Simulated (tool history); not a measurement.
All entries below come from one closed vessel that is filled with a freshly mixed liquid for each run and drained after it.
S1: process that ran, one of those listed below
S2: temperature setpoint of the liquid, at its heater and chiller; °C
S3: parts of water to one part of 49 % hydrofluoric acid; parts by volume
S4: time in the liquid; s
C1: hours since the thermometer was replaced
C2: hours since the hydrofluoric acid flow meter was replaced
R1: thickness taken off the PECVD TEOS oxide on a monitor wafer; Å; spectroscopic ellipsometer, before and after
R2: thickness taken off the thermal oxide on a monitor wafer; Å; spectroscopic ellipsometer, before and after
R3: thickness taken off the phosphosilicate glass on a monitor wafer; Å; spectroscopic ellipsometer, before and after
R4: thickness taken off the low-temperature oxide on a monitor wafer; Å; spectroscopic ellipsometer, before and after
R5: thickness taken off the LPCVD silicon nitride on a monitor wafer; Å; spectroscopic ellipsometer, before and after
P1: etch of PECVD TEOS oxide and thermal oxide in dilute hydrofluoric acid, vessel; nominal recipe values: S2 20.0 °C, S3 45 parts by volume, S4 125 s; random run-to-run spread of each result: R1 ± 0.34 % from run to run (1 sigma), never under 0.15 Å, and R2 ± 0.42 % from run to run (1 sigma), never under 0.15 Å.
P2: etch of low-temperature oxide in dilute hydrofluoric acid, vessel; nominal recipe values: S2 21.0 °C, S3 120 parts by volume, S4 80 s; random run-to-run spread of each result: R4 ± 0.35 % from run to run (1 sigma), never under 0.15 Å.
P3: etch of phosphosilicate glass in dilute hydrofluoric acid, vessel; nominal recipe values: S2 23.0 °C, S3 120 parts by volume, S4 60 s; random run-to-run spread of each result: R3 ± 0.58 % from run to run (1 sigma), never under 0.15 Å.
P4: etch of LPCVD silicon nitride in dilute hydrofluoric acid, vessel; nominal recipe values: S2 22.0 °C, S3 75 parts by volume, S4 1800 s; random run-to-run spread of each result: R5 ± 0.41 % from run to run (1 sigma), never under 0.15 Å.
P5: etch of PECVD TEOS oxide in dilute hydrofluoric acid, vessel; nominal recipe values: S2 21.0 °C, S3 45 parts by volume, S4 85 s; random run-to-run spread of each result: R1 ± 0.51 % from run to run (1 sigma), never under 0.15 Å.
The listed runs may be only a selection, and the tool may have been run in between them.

| run | hour | S1 | S2 | S3 | S4 | C1 | C2 | R1 | R2 | R3 | R4 | R5 |
|---|---|---|---|---|---|---|---|---|---|---|---|---|
| 1 | 8.7 | P1 | 20.0 | 45 | 125 | 420.3 | 615.5 | 233.00 | 127.520 |  |  |  |
| 2 | 12.8 | P1 | 20.0 | 20 | 125 | 424.4 | 619.6 | 532.84 | 294.310 |  |  |  |
| 3 | 20.2 | P3 | 28.0 | 120 | 60 | 431.8 | 627.0 |  |  | 591.17 |  |  |
| 4 | 25.7 | P2 | 21.0 | 120 | 80 | 437.3 | 632.5 |  |  |  | 127.24 |  |
| 5 | 32.8 | P3 | 23.0 | 120 | 60 | 444.4 | 639.6 |  |  | 487.44 |  |  |
| 6 | 38.8 | P1 | 20.0 | 45 | 125 | 450.4 | 645.6 | 231.11 | 126.290 |  |  |  |
| 7 | 43.9 | P3 | 23.0 | 170 | 60 | 455.5 | 650.7 |  |  | 323.73 |  |  |
| 8 | 50.5 | P5 | 21.0 | 45 | 145 | 462.1 | 657.3 | 266.24 |  |  |  |  |
| 9 | 59.6 | P4 | 22.0 | 75 | 2590 | 471.2 | 666.4 |  |  |  |  | 136.730 |
| 10 | 66.6 | P2 | 21.0 | 20 | 80 | 478.2 | 673.4 |  |  |  | 855.85 |  |
| 11 | 75.6 | P1 | 17.0 | 45 | 125 | 487.2 | 682.4 | 202.73 | 112.140 |  |  |  |
| 12 | 84.6 | P4 | 27.5 | 75 | 1800 | 496.2 | 691.4 |  |  |  |  | 136.320 |
| 13 | 92.1 | P1 | 17.0 | 45 | 220 | 503.7 | 698.9 | 358.56 | 197.420 |  |  |  |
| 14 | 99.2 | P1 | 20.0 | 45 | 210 | 510.8 | 706.0 | 389.53 | 214.230 |  |  |  |
| 15 | 105.4 | P2 | 17.0 | 120 | 80 | 517.0 | 712.2 |  |  |  | 108.11 |  |
| 16 | 110.8 | P1 | 17.0 | 25 | 125 | 522.4 | 717.6 | 373.35 | 204.010 |  |  |  |
| 17 | 119.5 | P1 | 20.0 | 45 | 65 | 531.1 | 726.3 | 120.17 | 65.926 |  |  |  |
| 18 | 128.9 | P1 | 20.0 | 45 | 125 | 540.5 | 735.7 | 230.77 | 125.990 |  |  |  |
| 19 | 133.7 | P4 | 22.0 | 75 | 1800 | 545.3 | 740.5 |  |  |  |  | 95.050 |
| 20 | 137.9 | P1 | 20.0 | 45 | 125 | 549.5 | 744.7 | 231.81 | 128.010 |  |  |  |
| 21 | 142.2 | P4 | 22.0 | 115 | 1800 | 553.8 | 749.0 |  |  |  |  | 62.341 |
| 22 | 150.9 | P1 | 20.0 | 45 | 125 | 562.5 | 757.7 | 231.63 | 126.900 |  |  |  |
| 23 | 155.5 | P4 | 22.0 | 75 | 1800 | 567.1 | 762.3 |  |  |  |  | 94.885 |
|  | 158.5 | hydrofluoric acid flow meter replaced |
| 24 | 161.2 | P5 | 17.0 | 45 | 85 | 572.8 | 2.8 | 130.24 |  |  |  |  |
| 25 | 169.5 | P5 | 21.0 | 45 | 85 | 581.1 | 11.1 | 154.50 |  |  |  |  |
| 26 | 178.1 | P3 | 23.0 | 120 | 115 | 589.7 | 19.7 |  |  | 935.83 |  |  |
| 27 | 183.1 | P5 | 21.0 | 25 | 85 | 594.7 | 24.7 | 285.46 |  |  |  |  |
| 28 | 189.3 | P2 | 21.0 | 120 | 150 | 600.9 | 30.9 |  |  |  | 238.37 |  |
| 29 | 197.0 | P1 | 25.0 | 45 | 125 | 608.6 | 38.6 | 284.89 | 155.990 |  |  |  |
| 30 | 204.3 | P1 | 20.0 | 30 | 60 | 615.9 | 45.9 | 170.01 | 93.403 |  |  |  |
| 31 | 210.1 | P1 | 20.0 | 65 | 125 | 621.7 | 51.7 | 156.47 | 85.776 |  |  |  |
| 32 | 214.5 | P1 | 20.0 | 45 | 125 | 626.1 | 56.1 | 230.62 | 126.890 |  |  |  |
| 33 | 220.3 | P1 | 20.0 | 45 | 125 | 631.9 | 61.9 | 226.81 | 124.410 |  |  |  |
| 34 | 227.1 | P1 | 20.0 | 45 | 125 | 638.7 | 68.7 | 224.81 | 123.450 |  |  |  |
| 35 | 235.4 | P1 | 20.0 | 45 | 125 | 647.0 | 77.0 | 221.57 | 120.680 |  |  |  |
| 36 | 241.9 | P1 | 20.0 | 45 | 125 | 653.5 | 83.5 | 219.00 | 120.470 |  |  |  |
| 37 | 248.9 | P1 | 20.0 | 45 | 125 | 660.5 | 90.5 | 218.05 | 120.450 |  |  |  |
| 38 | 257.5 | P1 | 20.0 | 45 | 125 | 669.1 | 99.1 | 217.68 | 120.010 |  |  |  |
| 39 | 262.2 | P1 | 20.0 | 45 | 125 | 673.8 | 103.8 | 218.79 | 119.370 |  |  |  |
| 40 | 271.5 | P1 | 20.0 | 45 | 125 | 683.1 | 113.1 | 219.57 | 119.410 |  |  |  |

P1 has crept away from where it was. The log is fitted equally well by each of these 2 causes, at the sizes shown:
A: liquid colder than its thermometer reads (K) = 1.39
B: hydrofluoric acid flow below the setpoint (%) = 5.47
The drift started at roughly hour 214.5.

Question marks stand in for the results of the 4 check runs listed below, each run on one wafer. Under which run would the listed causes show clearly different results?
| check 1 | 280.8 | P2 | 21.0 | 120 | 80 |  |  |  |  |  | ? |  |
| check 2 | 280.8 | P3 | 23.0 | 120 | 60 |  |  |  |  | ? |  |  |
| check 3 | 280.8 | P4 | 22.0 | 75 | 1800 |  |  |  |  |  |  | ? |
| check 4 | 280.8 | P5 | 21.0 | 45 | 85 |  |  | ? |  |  |  |  |

How each check would come out, cause by cause:
| check | result | if A | if B |
|---|---|---|---|
| check 1 | R4 | 119.95 | 119.03 |
| check 2 | R3 | 463.57 | 459.36 |
| check 3 | R5 | 86.193 | 89.663 |
| check 4 | R1 | 145.75 | 145.71 |
Separation of the two closest causes in each check, using whichever result separates them best: check 1 0.77 %; check 2 0.91 %; check 3 3.95 %; check 4 0.03 %
Only in check 3 would the causes give clearly different results; in the remaining checks their results would be nearly the same.

Running check 3 produced the following: R5 89.408 Å. Which one of the listed causes fits?

Of the candidate causes, it is B: hydrofluoric acid flow below the setpoint (%).
